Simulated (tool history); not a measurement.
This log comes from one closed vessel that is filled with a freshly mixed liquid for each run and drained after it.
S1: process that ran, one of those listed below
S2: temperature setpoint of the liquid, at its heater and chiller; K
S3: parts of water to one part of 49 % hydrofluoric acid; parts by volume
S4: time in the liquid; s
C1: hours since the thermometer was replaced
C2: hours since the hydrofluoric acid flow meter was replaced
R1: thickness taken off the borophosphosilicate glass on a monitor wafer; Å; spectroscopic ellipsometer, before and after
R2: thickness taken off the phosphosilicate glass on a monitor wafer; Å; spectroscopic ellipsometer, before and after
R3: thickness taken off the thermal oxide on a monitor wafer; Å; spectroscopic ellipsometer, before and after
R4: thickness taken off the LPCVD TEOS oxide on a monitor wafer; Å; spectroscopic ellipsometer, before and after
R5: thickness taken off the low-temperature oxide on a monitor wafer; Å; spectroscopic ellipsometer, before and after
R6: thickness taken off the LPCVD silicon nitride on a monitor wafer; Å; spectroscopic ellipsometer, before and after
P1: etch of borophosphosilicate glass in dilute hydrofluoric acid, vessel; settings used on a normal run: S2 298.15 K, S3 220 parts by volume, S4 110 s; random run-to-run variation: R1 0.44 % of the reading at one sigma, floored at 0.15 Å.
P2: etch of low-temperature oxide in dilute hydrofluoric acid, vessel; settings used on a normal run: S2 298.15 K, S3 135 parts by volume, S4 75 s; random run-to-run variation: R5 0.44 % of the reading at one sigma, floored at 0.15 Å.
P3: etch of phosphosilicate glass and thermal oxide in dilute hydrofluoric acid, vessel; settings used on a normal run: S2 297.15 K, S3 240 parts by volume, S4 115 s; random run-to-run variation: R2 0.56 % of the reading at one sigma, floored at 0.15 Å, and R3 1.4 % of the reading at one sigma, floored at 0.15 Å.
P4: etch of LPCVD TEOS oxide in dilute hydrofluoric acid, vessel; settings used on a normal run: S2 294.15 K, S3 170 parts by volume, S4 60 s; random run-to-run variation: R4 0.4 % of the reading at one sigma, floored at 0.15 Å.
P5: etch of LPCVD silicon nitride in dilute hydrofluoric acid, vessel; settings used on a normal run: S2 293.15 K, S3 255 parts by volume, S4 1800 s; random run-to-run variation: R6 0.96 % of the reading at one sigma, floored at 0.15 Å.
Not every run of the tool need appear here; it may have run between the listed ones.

run   hour  S1      S2   S3    S4      C1     C2       R1       R2       R3       R4       R5      R6
  1    7.9  P1  298.15  220   110   924.4  514.7  168.440
  2   19.0  P1  294.65   50   110   935.5  525.8  788.550
  3   28.8  P1  298.15  220   110   945.3  535.6  168.400
  4   40.5  P3  302.65  240   115   957.0  547.3            301.70   23.750
  5   52.8  P1  298.15  220   110   969.3  559.6  168.370
  6   60.5  P1  302.65  220   110   977.0  567.3  198.250
  7   72.7  P1  298.15  325   110   989.2  579.5  102.400
  8   82.2  P4  294.15  260    60   998.7  589.0                              95.667
  9   90.1  P4  294.15  170    60  1006.6  596.9                             160.860
 10   98.1  P3  297.15   55   115  1014.6  604.9           1339.30  105.470
 11  109.2  P1  298.15  135   110  1025.7  616.0  300.740
 12  114.6  P3  297.15  240   225  1031.1  621.4            487.22   39.161
 13  126.6  P1  298.15  220    50  1043.1  633.4   76.207
 14  137.2  P4  294.15  170    30  1053.7  644.0                              79.353
 15  146.9  P4  300.65  170    60  1063.4  653.7                             205.090
 16  158.3  P2  294.15  135    75  1074.8  665.1                                       82.128
 17  168.3  P5  293.15  460  1800  1084.8  675.1                                               14.886
 18  180.5  P3  297.15  240   115  1097.0  687.3            246.37   20.043
 19  189.1  P1  298.15  220   110  1105.6  695.9  168.110
 20  197.1  P1  290.15  220   110  1113.6  703.9  124.340
 21  205.0  P2  298.15  135    75  1121.5  711.8                                       96.210
 22  213.9  P1  298.15  220   170  1130.4  720.7  261.860
 23  225.4  P5  293.15  255  1800  1141.9  732.2                                               26.796
 24  235.7  P3  297.15  240   115  1152.2  742.5            249.06   20.004
 25  245.6  P1  294.65  105   110  1162.1  752.4  349.680
 26  257.2  P2  298.15  135   120  1173.7  764.0                                      153.410
 27  268.2  P2  298.15  135    75  1184.7  775.0                                       96.112

Predict the results of run 28:
 28  279.7  P1  298.15  220  110  1196.2  786.5   ?

{"run 28": {"R1": 168.87}}
